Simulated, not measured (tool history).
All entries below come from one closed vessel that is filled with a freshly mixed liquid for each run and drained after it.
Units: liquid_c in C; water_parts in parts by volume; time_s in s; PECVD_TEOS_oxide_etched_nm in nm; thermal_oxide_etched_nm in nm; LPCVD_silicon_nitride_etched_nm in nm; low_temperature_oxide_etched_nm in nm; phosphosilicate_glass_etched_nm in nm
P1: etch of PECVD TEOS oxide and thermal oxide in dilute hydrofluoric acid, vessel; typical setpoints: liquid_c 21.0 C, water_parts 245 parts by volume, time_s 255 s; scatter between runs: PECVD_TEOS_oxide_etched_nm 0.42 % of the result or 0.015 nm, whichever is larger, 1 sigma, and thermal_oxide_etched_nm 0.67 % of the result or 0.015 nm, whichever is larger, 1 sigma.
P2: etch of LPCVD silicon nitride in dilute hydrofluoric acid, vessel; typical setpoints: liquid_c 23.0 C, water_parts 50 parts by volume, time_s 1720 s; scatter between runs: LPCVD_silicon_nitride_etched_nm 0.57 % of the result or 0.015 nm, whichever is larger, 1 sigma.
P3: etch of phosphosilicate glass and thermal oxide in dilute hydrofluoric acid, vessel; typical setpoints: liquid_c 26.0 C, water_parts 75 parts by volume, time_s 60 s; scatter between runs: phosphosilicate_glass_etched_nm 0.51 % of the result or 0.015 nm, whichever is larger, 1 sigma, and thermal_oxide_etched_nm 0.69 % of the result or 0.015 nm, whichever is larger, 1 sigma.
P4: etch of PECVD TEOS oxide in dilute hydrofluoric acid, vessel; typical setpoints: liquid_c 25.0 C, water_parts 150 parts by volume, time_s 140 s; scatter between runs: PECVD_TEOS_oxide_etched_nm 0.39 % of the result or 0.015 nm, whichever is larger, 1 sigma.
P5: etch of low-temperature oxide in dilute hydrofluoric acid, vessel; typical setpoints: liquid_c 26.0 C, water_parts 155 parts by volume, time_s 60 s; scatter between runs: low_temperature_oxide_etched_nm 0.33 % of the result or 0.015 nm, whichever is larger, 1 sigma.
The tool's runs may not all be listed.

run	hour	process	liquid_c	water_parts	time_s	hours since the thermometer was replaced	hours since the hydrofluoric acid flow meter was replaced	PECVD_TEOS_oxide_etched_nm	thermal_oxide_etched_nm	LPCVD_silicon_nitride_etched_nm	low_temperature_oxide_etched_nm	phosphosilicate_glass_etched_nm
1	11.7	P1	21.0	245	255	1163.2	215.3	11.71100	3.77650			
2	25.1	P1	21.0	245	255	1176.6	228.7	11.73600	3.72570			
3	43.8	P1	21.0	245	255	1195.3	247.4	11.71600	3.74750			
4	60.1	P1	21.0	245	420	1211.6	263.7	19.33500	6.24710			
5	70.9	P1	28.5	245	255	1222.4	274.5	15.19600	4.91480			
6	88.3	P4	25.0	150	140	1239.8	291.9	23.41100				
7	103.4	P1	21.0	60	255	1254.9	307.0	58.40700	18.66100			
8	117.5	P1	21.0	245	70	1269.0	321.1	3.22780	1.03130			
9	130.1	P2	29.5	50	1720	1281.6	333.7			19.719		
10	142.6	P5	26.0	155	115	1294.1	346.2				16.8130	
11	151.8	P3	18.0	75	60	1303.3	355.4		2.95250			131.590
12	161.8	P1	21.0	245	255	1313.3	365.4	11.78000	3.70830			
13	172.8	P4	25.0	150	250	1324.3	376.4	41.60100				
14	187.6	P1	21.0	245	255	1339.1	391.2	11.70100	3.71190			
15	202.3	P1	17.0	245	255	1353.8	405.9	10.12100	3.17320			
16	217.9	P1	18.0	110	255	1369.4	421.5	26.56500	8.46720			
17	227.5	P5	26.0	230	60	1379.0	431.1				5.4016	
18	244.0	P2	23.0	20	1720	1395.5	447.6			31.142		
19	261.9	P3	26.0	20	60	1413.4	465.5		16.75600			732.700
20	270.7	P5	26.0	155	60	1422.2	474.3				8.7415	
21	284.9	P5	20.5	155	60	1436.4	488.5				7.1025	
22	298.4	P2	23.0	50	1720	1449.9	502.0			12.704		
23	312.0	P2	23.0	50	1720	1463.5	515.6			12.697		
24	327.0	P3	26.0	75	60	1478.5	530.6		4.12620			180.260
25	336.6	P3	26.0	75	30	1488.1	540.2		2.05230			90.791
26	350.4	P1	21.0	365	30	1501.9	554.0	0.81853	0.24459			

Forecast run 27:
# hour 361.7: thermometer replaced
27	366.0	P1	21.0	445	255	4.3	569.6	?	?			

PECVD_TEOS_oxide_etched_nm: 5.41550 nm
thermal_oxide_etched_nm: 1.74030 nm
